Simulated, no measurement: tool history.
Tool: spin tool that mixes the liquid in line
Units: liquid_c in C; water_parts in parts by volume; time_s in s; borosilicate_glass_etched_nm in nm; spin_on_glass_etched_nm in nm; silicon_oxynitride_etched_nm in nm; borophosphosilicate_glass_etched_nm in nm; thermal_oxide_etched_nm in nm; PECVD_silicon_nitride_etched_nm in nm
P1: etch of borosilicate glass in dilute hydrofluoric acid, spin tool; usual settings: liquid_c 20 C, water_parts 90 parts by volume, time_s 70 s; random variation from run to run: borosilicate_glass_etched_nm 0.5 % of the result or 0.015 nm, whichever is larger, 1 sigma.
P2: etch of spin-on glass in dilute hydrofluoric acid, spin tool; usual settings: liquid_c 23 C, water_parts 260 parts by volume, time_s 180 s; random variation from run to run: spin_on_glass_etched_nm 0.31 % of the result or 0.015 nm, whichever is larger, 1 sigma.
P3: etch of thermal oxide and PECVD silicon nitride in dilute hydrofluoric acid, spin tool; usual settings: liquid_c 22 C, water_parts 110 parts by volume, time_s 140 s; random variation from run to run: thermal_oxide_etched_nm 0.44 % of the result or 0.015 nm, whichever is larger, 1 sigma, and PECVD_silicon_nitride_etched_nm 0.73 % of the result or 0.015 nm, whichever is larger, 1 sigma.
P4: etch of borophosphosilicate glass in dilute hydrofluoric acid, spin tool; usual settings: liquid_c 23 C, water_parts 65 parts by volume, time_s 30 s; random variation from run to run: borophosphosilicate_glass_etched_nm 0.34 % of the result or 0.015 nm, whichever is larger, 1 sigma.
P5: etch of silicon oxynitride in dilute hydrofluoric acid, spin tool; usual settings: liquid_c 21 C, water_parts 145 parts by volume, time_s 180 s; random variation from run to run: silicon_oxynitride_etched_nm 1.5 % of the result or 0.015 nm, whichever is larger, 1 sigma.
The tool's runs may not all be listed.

run	hour	process	liquid_c	water_parts	time_s	hours since the thermometer was replaced	hours since the hydrofluoric acid flow meter was replaced	borosilicate_glass_etched_nm	spin_on_glass_etched_nm	silicon_oxynitride_etched_nm	borophosphosilicate_glass_etched_nm	thermal_oxide_etched_nm	PECVD_silicon_nitride_etched_nm
1	13	P1	20	90	70	614.8	959.7	15.929					
2	25.5	P2	23	45	180	627.3	972.2		93.062				
3	34.6	P1	20	90	70	636.4	981.3	16.097					
4	41.2	P1	20	160	70	643	987.9	8.4228					
5	51.4	P5	26	145	180	653.2	998.1			2.1714			
6	59.5	P4	23	20	30	661.3	1006.2				92.155		
7	66.3	P1	20	90	110	668.1	1013	24.894					
8	74.8	P1	17	90	70	676.6	1021.5	14.014					
9	80.9	P1	17	90	100	682.7	1027.6	20.093					
10	89.4	P1	20	90	15	691.2	1036.1	3.4509					
11	102.1	P4	23	65	15	703.9	1048.8				13.313		
12	114.2	P1	20	90	70	716	1060.9	15.876					
13	120.4	P1	20	90	70	722.2	1067.1	15.986					
14	128.9	P4	23	65	30	730.7	1075.6				26.682		
15	136.7	P5	21	145	180	738.5	1083.4			1.6747			
16	145.5	P4	23	65	30	747.3	1092.2				26.659		
17	157.2	P2	30.5	260	180	759	1103.9		16.379				
18	168.2	P4	28.5	65	30	770	1114.9				33.332		
19	176.7	P1	20	125	95	778.5	1123.4	14.961					
20	185.1	P1	17	50	70	786.9	1131.8	26.582					
21	196.7	P1	20	40	70	798.5	1143.4	37.583					
22	209.5	P1	20	90	70	811.3	1156.2	15.888					
23	219.5	P2	23	260	180	821.3	1166.2		12.631				
24	226.1	P3	22	110	270	827.9	1172.8					10.02	6.4396
# hour 229.3: hydrofluoric acid flow meter replaced
25	233	P2	23	260	180	834.8	3.7		12.597				
26	239.1	P2	23	260	340	840.9	9.8		23.843				
27	249.8	P1	20	90	70	851.6	20.5	15.855					
28	256.6	P3	22	20	140	858.4	27.3					32.168	17.442
29	269.5	P5	21	230	180	871.3	40.2			1.0429			
30	278.7	P3	29	110	140	880.5	49.4					6.8498	5.2065
31	284.6	P5	21	145	85	886.4	55.3			0.78478			
32	295.4	P3	22	110	140	897.2	66.1					5.2138	3.3243
33	305.8	P3	22	110	140	907.6	76.5					5.2678	3.3241
34	312.2	P1	25.5	90	70	914	82.9	19.939					
35	323.2	P1	20	90	70	925	93.9	15.929					
36	332.1	P1	20	90	70	933.9	102.8	16.465					
37	339.4	P1	20	90	70	941.2	110.1	16.679					
38	351.8	P1	20	90	70	953.6	122.5	17.015					
39	364.9	P1	20	90	70	966.7	135.6	17.114					
40	371.1	P1	20	90	70	972.9	141.8	17.078					
41	382.9	P1	20	90	70	984.7	153.6	17.282					
42	394.6	P1	20	90	70	996.4	165.3	17.406					
43	405.8	P1	20	90	70	1007.6	176.5	17.339					
44	418.5	P1	20	90	70	1020.3	189.2	17.32					
45	425.3	P1	20	90	70	1027.1	196	17.448					

What P1 gives has crept away from where it was. These 2 causes fit the log equally well, each at the size given:
A: hydrofluoric acid flow above the setpoint (%) = 8.24
B: liquid hotter than its thermometer reads (K) = 2.13
The creep began at about hour 323.2.

4 check runs are offered, one wafer each, their results left as question marks. Which one tells the causes apart?
check 1	432.1	P4	23	30	15						?		
check 2	432.1	P3	22	110	270							?	?
check 3	432.1	P5	21	200	180					?			
check 4	432.1	P2	28	60	180				?				

What each check would give under each cause:
check	result	if A	if B
check 1	borophosphosilicate_glass_etched_nm	32.897	33.129
check 2	thermal_oxide_etched_nm	11.026	10.978
check 2	PECVD_silicon_nitride_etched_nm	6.9513	7.4045
check 3	silicon_oxynitride_etched_nm	1.3194	1.3291
check 4	spin_on_glass_etched_nm	91.096	90.877
How far apart the two closest causes lie, in the result that separates them most: check 1 0.7 %; check 2 6.32 %; check 3 0.73 %; check 4 0.24 %
Check 2 tells the causes apart: in the others they would give nearly the same result.

Then check 2 was run and gave: thermal_oxide_etched_nm 11.004 nm; PECVD_silicon_nitride_etched_nm 6.9245 nm. Which cause is it?

It is A: hydrofluoric acid flow above the setpoint (%).

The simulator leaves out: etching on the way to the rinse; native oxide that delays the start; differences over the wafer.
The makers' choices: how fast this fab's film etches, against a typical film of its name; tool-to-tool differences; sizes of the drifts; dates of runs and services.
